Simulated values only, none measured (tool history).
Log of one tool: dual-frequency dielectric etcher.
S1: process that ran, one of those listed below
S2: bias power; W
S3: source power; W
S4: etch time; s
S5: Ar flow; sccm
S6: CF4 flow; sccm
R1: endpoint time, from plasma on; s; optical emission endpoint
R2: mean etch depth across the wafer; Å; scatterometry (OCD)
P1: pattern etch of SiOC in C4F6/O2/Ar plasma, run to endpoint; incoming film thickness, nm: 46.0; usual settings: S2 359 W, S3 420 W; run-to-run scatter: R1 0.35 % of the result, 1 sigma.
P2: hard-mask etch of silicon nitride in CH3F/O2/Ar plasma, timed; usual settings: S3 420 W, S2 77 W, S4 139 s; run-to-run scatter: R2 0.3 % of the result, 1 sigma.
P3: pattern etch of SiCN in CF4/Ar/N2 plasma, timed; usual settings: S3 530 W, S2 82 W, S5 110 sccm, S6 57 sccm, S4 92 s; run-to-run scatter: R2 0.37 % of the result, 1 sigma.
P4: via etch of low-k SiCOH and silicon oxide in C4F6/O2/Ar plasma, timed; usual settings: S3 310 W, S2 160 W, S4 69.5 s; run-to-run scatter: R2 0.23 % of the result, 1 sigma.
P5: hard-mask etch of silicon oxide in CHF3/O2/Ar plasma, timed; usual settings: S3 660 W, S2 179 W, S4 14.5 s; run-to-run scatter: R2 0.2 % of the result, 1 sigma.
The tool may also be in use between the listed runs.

{"run": 1, "hour": 10.4, "S1": "P1", "S2": 359, "S3": 420, "R1": 17.235}
{"run": 2, "hour": 21.1, "S1": "P1", "S2": 359, "S3": 420, "R1": 17.12}
{"run": 3, "hour": 32.0, "S1": "P5", "S2": 179, "S3": 660, "S4": 21, "R2": 444.88}
{"run": 4, "hour": 41.9, "S1": "P3", "S2": 82, "S3": 530, "S4": 92, "S5": 110, "S6": 35, "R2": 804.57}
{"run": 5, "hour": 51.2, "S1": "P3", "S2": 82, "S3": 530, "S4": 121.5, "S5": 110, "S6": 57, "R2": 1160.9}
{"run": 6, "hour": 62.1, "S1": "P5", "S2": 238, "S3": 660, "S4": 14.5, "R2": 339.12}
{"run": 7, "hour": 71.8, "S1": "P3", "S2": 82, "S3": 420, "S4": 92, "S5": 110, "S6": 57, "R2": 714.46}
{"run": 8, "hour": 80.3, "S1": "P1", "S2": 359, "S3": 420, "R1": 17.173}
{"run": 9, "hour": 91.4, "S1": "P5", "S2": 179, "S3": 660, "S4": 14.5, "R2": 306.64}
{"run": 10, "hour": 100.1, "S1": "P4", "S2": 160, "S3": 310, "S4": 94, "R2": 2341.4}
{"run": 11, "hour": 106.0, "S1": "P1", "S2": 359, "S3": 540, "R1": 15.619}
{"run": 12, "hour": 113.8, "S1": "P4", "S2": 160, "S3": 310, "S4": 69.5, "R2": 1733.5}
{"run": 13, "hour": 120.7, "S1": "P4", "S2": 131, "S3": 310, "S4": 69.5, "R2": 1637.4}
{"run": 14, "hour": 131.7, "S1": "P1", "S2": 359, "S3": 420, "R1": 17.119}
{"run": 15, "hour": 136.7, "S1": "P1", "S2": 468, "S3": 500, "R1": 14.49}
{"run": 16, "hour": 141.5, "S1": "P1", "S2": 359, "S3": 270, "R1": 20.282}
{"run": 17, "hour": 152.4, "S1": "P3", "S2": 82, "S3": 530, "S4": 92, "S5": 110, "S6": 57, "R2": 873.94}
{"run": 18, "hour": 161.2, "S1": "P2", "S2": 96, "S3": 420, "S4": 139, "R2": 1128.2}
{"run": 19, "hour": 166.7, "S1": "P5", "S2": 179, "S3": 660, "S4": 14.5, "R2": 308.22}
{"run": 20, "hour": 177.1, "S1": "P1", "S2": 359, "S3": 420, "R1": 17.088}
{"run": 21, "hour": 183.3, "S1": "P2", "S2": 77, "S3": 300, "S4": 139, "R2": 920.28}
{"run": 22, "hour": 190.4, "S1": "P2", "S2": 77, "S3": 420, "S4": 139, "R2": 1041.3}
{"run": 23, "hour": 197.5, "S1": "P5", "S2": 179, "S3": 500, "S4": 14.5, "R2": 276.48}
{"run": 24, "hour": 207.1, "S1": "P2", "S2": 77, "S3": 420, "S4": 76.5, "R2": 573.32}
{"run": 25, "hour": 214.4, "S1": "P1", "S2": 494, "S3": 420, "R1": 15.216}
{"run": 26, "hour": 222.8, "S1": "P3", "S2": 104, "S3": 530, "S4": 92, "S5": 110, "S6": 57, "R2": 950.76}
{"run": 27, "hour": 228.4, "S1": "P1", "S2": 239, "S3": 420, "R1": 19.69}
{"run": 28, "hour": 238.6, "S1": "P3", "S2": 82, "S3": 530, "S4": 92, "S5": 141, "S6": 57, "R2": 840.36}
{"run": 29, "hour": 246.4, "S1": "P4", "S2": 160, "S3": 430, "S4": 69.5, "R2": 1970.5}
{"run": 30, "hour": 257.3, "S1": "P1", "S2": 493, "S3": 330, "R1": 16.63}
{"run": 31, "hour": 267.0, "S1": "P1", "S2": 359, "S3": 420, "R1": 17.173}
{"run": 32, "hour": 272.1, "S1": "P1", "S2": 359, "S3": 420, "R1": 17.207}
{"run": 33, "hour": 278.2, "S1": "P1", "S2": 359, "S3": 420, "R1": 17.207}
{"run": 34, "hour": 286.1, "S1": "P1", "S2": 359, "S3": 420, "R1": 17.337}
{"run": 35, "hour": 294.6, "S1": "P1", "S2": 359, "S3": 420, "R1": 17.382}
{"run": 36, "hour": 303.3, "S1": "P1", "S2": 359, "S3": 420, "R1": 17.426}
{"run": 37, "hour": 314.3, "S1": "P1", "S2": 359, "S3": 420, "R1": 17.388}
{"hour": 314.7, "done": "wet clean of the chamber"}
{"run": 38, "hour": 323.1, "S1": "P1", "S2": 359, "S3": 420, "R1": 17.469}
{"run": 39, "hour": 328.6, "S1": "P1", "S2": 359, "S3": 420, "R1": 17.387}
{"run": 40, "hour": 338.4, "S1": "P1", "S2": 359, "S3": 420, "R1": 17.428}

What P1 gives has crept away from where it was. These 2 causes fit the log equally well, each at the size given:
A: source power that arrives under what is set, % = 4.52
B: bias power that arrives under what is set, % = 4.81
The creep began at about hour 272.1.
Why every other cause is out:
chamber walls in a state that lowers the etch rate, %: serviced at hour 314.7, which brought nothing back

4 check runs are offered, each on 2 wafers whose results are averaged, their results left as question marks. Which one tells the causes apart?
{"run": "check 1", "hour": 348.2, "S1": "P2", "S2": 77, "S3": 420, "S4": 139, "R2": "?"}
{"run": "check 2", "hour": 348.2, "S1": "P4", "S2": 160, "S3": 310, "S4": 69.5, "R2": "?"}
{"run": "check 3", "hour": 348.2, "S1": "P3", "S2": 82, "S3": 530, "S4": 92, "S5": 110, "S6": 57, "R2": "?"}
{"run": "check 4", "hour": 348.2, "S1": "P5", "S2": 179, "S3": 660, "S4": 14.5, "R2": "?"}

What each check would give under each cause:
check=check_1 result=R2 if_A=1024.9 if_B=1025.4
check=check_2 result=R2 if_A=1702.9 if_B=1707.4
check=check_3 result=R2 if_A=838.01 if_B=856.82
check=check_4 result=R2 if_A=301.86 if_B=302.27
How far apart the two closest causes lie, in the result that separates them most: check 1 0.05 %; check 2 0.26 %; check 3 2.22 %; check 4 0.14 %
Only check 3 tells the causes apart: in the others they would give nearly the same result.

Then check 3 was run and gave: R2 860.46 Å. Which cause is it?

It is B: bias power that arrives under what is set, %.
